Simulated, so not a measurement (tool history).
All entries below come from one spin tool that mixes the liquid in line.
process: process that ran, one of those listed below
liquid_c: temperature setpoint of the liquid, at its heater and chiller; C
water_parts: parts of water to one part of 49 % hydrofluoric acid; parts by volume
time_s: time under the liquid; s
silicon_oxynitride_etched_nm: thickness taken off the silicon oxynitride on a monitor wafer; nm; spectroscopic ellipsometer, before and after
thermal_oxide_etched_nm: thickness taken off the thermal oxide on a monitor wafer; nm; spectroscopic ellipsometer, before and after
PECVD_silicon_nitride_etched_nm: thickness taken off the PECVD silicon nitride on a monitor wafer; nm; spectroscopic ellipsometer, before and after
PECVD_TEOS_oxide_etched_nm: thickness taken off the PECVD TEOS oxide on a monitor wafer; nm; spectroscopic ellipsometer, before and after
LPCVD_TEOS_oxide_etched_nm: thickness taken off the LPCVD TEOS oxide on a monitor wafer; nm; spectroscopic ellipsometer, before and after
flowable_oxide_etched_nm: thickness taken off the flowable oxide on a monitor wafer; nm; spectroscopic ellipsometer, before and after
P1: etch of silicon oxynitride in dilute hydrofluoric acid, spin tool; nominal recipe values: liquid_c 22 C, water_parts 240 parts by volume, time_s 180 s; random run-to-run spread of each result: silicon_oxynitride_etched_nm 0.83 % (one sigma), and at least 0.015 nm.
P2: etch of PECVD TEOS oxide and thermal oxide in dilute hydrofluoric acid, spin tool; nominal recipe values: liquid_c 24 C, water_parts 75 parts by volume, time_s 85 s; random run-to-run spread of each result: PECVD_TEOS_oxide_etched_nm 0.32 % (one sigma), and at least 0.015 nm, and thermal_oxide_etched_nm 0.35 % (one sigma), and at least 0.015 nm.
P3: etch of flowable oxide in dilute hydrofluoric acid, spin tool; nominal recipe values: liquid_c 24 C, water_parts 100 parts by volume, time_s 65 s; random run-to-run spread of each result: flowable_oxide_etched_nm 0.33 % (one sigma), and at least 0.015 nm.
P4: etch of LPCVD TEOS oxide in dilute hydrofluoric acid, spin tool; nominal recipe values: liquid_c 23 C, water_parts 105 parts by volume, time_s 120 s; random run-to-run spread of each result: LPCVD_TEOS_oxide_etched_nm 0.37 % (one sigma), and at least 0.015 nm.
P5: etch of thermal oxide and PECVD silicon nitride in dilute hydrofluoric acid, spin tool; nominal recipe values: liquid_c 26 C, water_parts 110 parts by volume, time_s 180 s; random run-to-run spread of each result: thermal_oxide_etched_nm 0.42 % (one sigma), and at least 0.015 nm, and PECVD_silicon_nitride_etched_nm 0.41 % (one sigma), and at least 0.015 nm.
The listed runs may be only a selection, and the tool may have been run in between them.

| run | day | process | liquid_c | water_parts | time_s | hours since the thermometer was replaced | hours since the hydrofluoric acid flow meter was replaced | silicon_oxynitride_etched_nm | thermal_oxide_etched_nm | PECVD_silicon_nitride_etched_nm | PECVD_TEOS_oxide_etched_nm | LPCVD_TEOS_oxide_etched_nm | flowable_oxide_etched_nm |
|---|---|---|---|---|---|---|---|---|---|---|---|---|---|
| 1 | 0.096 | P1 | 22 | 240 | 180 | 195.4 | 594 | 2.5239 |  |  |  |  |  |
| 2 | 0.292 | P5 | 21 | 110 | 180 | 200.1 | 598.7 |  | 6.6581 | 7.5239 |  |  |  |
| 3 | 0.421 | P1 | 22 | 240 | 180 | 203.2 | 601.8 | 2.5699 |  |  |  |  |  |
| 4 | 0.55 | P1 | 22 | 240 | 70 | 206.3 | 604.9 | 0.96891 |  |  |  |  |  |
| 5 | 0.696 | P1 | 27.5 | 375 | 180 | 209.8 | 608.4 | 1.8394 |  |  |  |  |  |
| 6 | 0.867 | P1 | 17 | 240 | 180 | 213.9 | 612.5 | 2.0072 |  |  |  |  |  |
| 7 | 1.017 | P2 | 24 | 115 | 85 | 217.5 | 616.1 |  | 3.4965 |  | 8.0105 |  |  |
| 8 | 1.171 | P5 | 26 | 180 | 180 | 221.2 | 619.8 |  | 4.5527 | 6.4877 |  |  |  |
| 9 | 1.292 | P1 | 22 | 130 | 180 | 224.1 | 622.7 | 5.1646 |  |  |  |  |  |
| 10 | 1.458 | P1 | 22 | 240 | 180 | 228.1 | 626.7 | 2.5955 |  |  |  |  |  |
| 11 | 1.612 | P2 | 24 | 75 | 85 | 231.8 | 630.4 |  | 5.6403 |  | 12.87 |  |  |
| 12 | 1.775 | P4 | 23 | 105 | 120 | 235.7 | 634.3 |  |  |  |  | 34.032 |  |
| 13 | 1.954 | P4 | 29 | 105 | 120 | 240 | 638.6 |  |  |  |  | 42.962 |  |
| 14 | 2.121 | P2 | 24 | 75 | 30 | 244 | 642.6 |  | 1.9694 |  | 4.5626 |  |  |
| 15 | 2.225 | P2 | 17 | 75 | 85 | 246.5 | 645.1 |  | 4.2069 |  | 9.6149 |  |  |
| 16 | 2.325 | P3 | 31 | 100 | 65 | 248.9 | 647.5 |  |  |  |  |  | 39.361 |
| 17 | 2.45 | P1 | 22 | 240 | 180 | 251.9 | 650.5 | 2.5725 |  |  |  |  |  |
| 18 | 2.592 | P4 | 23 | 155 | 120 | 255.3 | 653.9 |  |  |  |  | 21.687 |  |
| 19 | 2.779 | P3 | 24 | 30 | 65 | 259.8 | 658.4 |  |  |  |  |  | 109.65 |
| 20 | 2.933 | P5 | 26 | 110 | 75 | 263.5 | 662.1 |  | 3.3412 | 4.3456 |  |  |  |
| 21 | 3.083 | P1 | 22 | 240 | 180 | 267.1 | 665.7 | 2.5519 |  |  |  |  |  |
| 22 | 3.238 | P3 | 24 | 100 | 15 | 270.8 | 669.4 |  |  |  |  |  | 6.9466 |
| 23 | 3.4 | P4 | 23 | 105 | 215 | 274.7 | 673.3 |  |  |  |  | 61.484 |  |
| 24 | 3.533 | P1 | 22 | 240 | 180 | 277.9 | 676.5 | 2.555 |  |  |  |  |  |
| 25 | 3.708 | P1 | 22 | 395 | 180 | 282.1 | 680.7 | 1.4127 |  |  |  |  |  |
| 26 | 3.867 | P1 | 26.5 | 105 | 180 | 285.9 | 684.5 | 7.9293 |  |  |  |  |  |
| 27 | 4.054 | P1 | 22 | 240 | 320 | 290.4 | 689 | 4.4492 |  |  |  |  |  |
| 28 | 4.233 | P3 | 24 | 100 | 65 | 294.7 | 693.3 |  |  |  |  |  | 30.174 |
| 29 | 4.346 | P5 | 26 | 110 | 180 | 297.4 | 696 |  | 8.072 | 10.461 |  |  |  |
| 30 | 4.496 | P5 | 26 | 110 | 180 | 301 | 699.6 |  | 8.0219 | 10.499 |  |  |  |
| 31 | 4.688 | P1 | 27.5 | 240 | 180 | 305.6 | 704.2 | 3.2657 |  |  |  |  |  |
| 32 | 4.871 | P1 | 22 | 240 | 180 | 310 | 708.6 | 2.6093 |  |  |  |  |  |
| 33 | 4.962 | P1 | 22 | 240 | 180 | 312.2 | 710.8 | 2.5854 |  |  |  |  |  |
| 34 | 5.096 | P1 | 22 | 240 | 180 | 315.4 | 714 | 2.5073 |  |  |  |  |  |
| 35 | 5.267 | P1 | 22 | 240 | 180 | 319.5 | 718.1 | 2.4641 |  |  |  |  |  |
| 36 | 5.429 | P1 | 22 | 240 | 180 | 323.4 | 722 | 2.4027 |  |  |  |  |  |
| 37 | 5.583 | P1 | 22 | 240 | 180 | 327.1 | 725.7 | 2.4157 |  |  |  |  |  |
| 38 | 5.679 | P1 | 22 | 240 | 180 | 329.4 | 728 | 2.4006 |  |  |  |  |  |
| 39 | 5.838 | P1 | 22 | 240 | 180 | 333.2 | 731.8 | 2.3722 |  |  |  |  |  |
| 40 | 5.975 | P1 | 22 | 240 | 180 | 336.5 | 735.1 | 2.3715 |  |  |  |  |  |
| 41 | 6.117 | P1 | 22 | 240 | 180 | 339.9 | 738.5 | 2.3945 |  |  |  |  |  |

The output of P1 has drifted from where it used to be. Each of the 2 causes below, taken at the size shown beside it, accounts for the log equally well:
A: hydrofluoric acid flow below the setpoint (%) = 6.05
B: liquid colder than its thermometer reads (K) = 1.62
The onset of the drift is placed at about day 4.962.

Question marks stand in for the results of the 4 check runs listed below, each run on one wafer. Under which run would the listed causes show clearly different results?
| check 1 | 6.258 | P5 | 26 | 110 | 180 |  |  |  | ? | ? |  |  |  |
| check 2 | 6.258 | P2 | 24 | 75 | 85 |  |  |  | ? |  | ? |  |  |
| check 3 | 6.258 | P3 | 24 | 100 | 65 |  |  |  |  |  |  |  | ? |
| check 4 | 6.258 | P4 | 23 | 105 | 120 |  |  |  |  |  |  | ? |  |

Outcome of each check run for each possible cause:
| check | result | if A | if B |
|---|---|---|---|
| check 1 | thermal_oxide_etched_nm | 7.5106 | 7.5731 |
| check 1 | PECVD_silicon_nitride_etched_nm | 9.841 | 9.4248 |
| check 2 | thermal_oxide_etched_nm | 5.2504 | 5.2647 |
| check 2 | PECVD_TEOS_oxide_etched_nm | 12.014 | 12.047 |
| check 3 | flowable_oxide_etched_nm | 28.085 | 28.244 |
| check 4 | LPCVD_TEOS_oxide_etched_nm | 31.772 | 31.943 |
Minimum pairwise separation of causes per check, each pair taken at its best-separating result: check 1 4.32 %; check 2 0.27 %; check 3 0.56 %; check 4 0.54 %
The other checks would show nearly matching results whichever cause is true, so check 1 is the only one that separates the causes.

Check 1 has now been run. It gave: thermal_oxide_etched_nm 7.5003 nm; PECVD_silicon_nitride_etched_nm 9.801 nm. Which of the candidate causes is it?

It was cause A: hydrofluoric acid flow below the setpoint (%).

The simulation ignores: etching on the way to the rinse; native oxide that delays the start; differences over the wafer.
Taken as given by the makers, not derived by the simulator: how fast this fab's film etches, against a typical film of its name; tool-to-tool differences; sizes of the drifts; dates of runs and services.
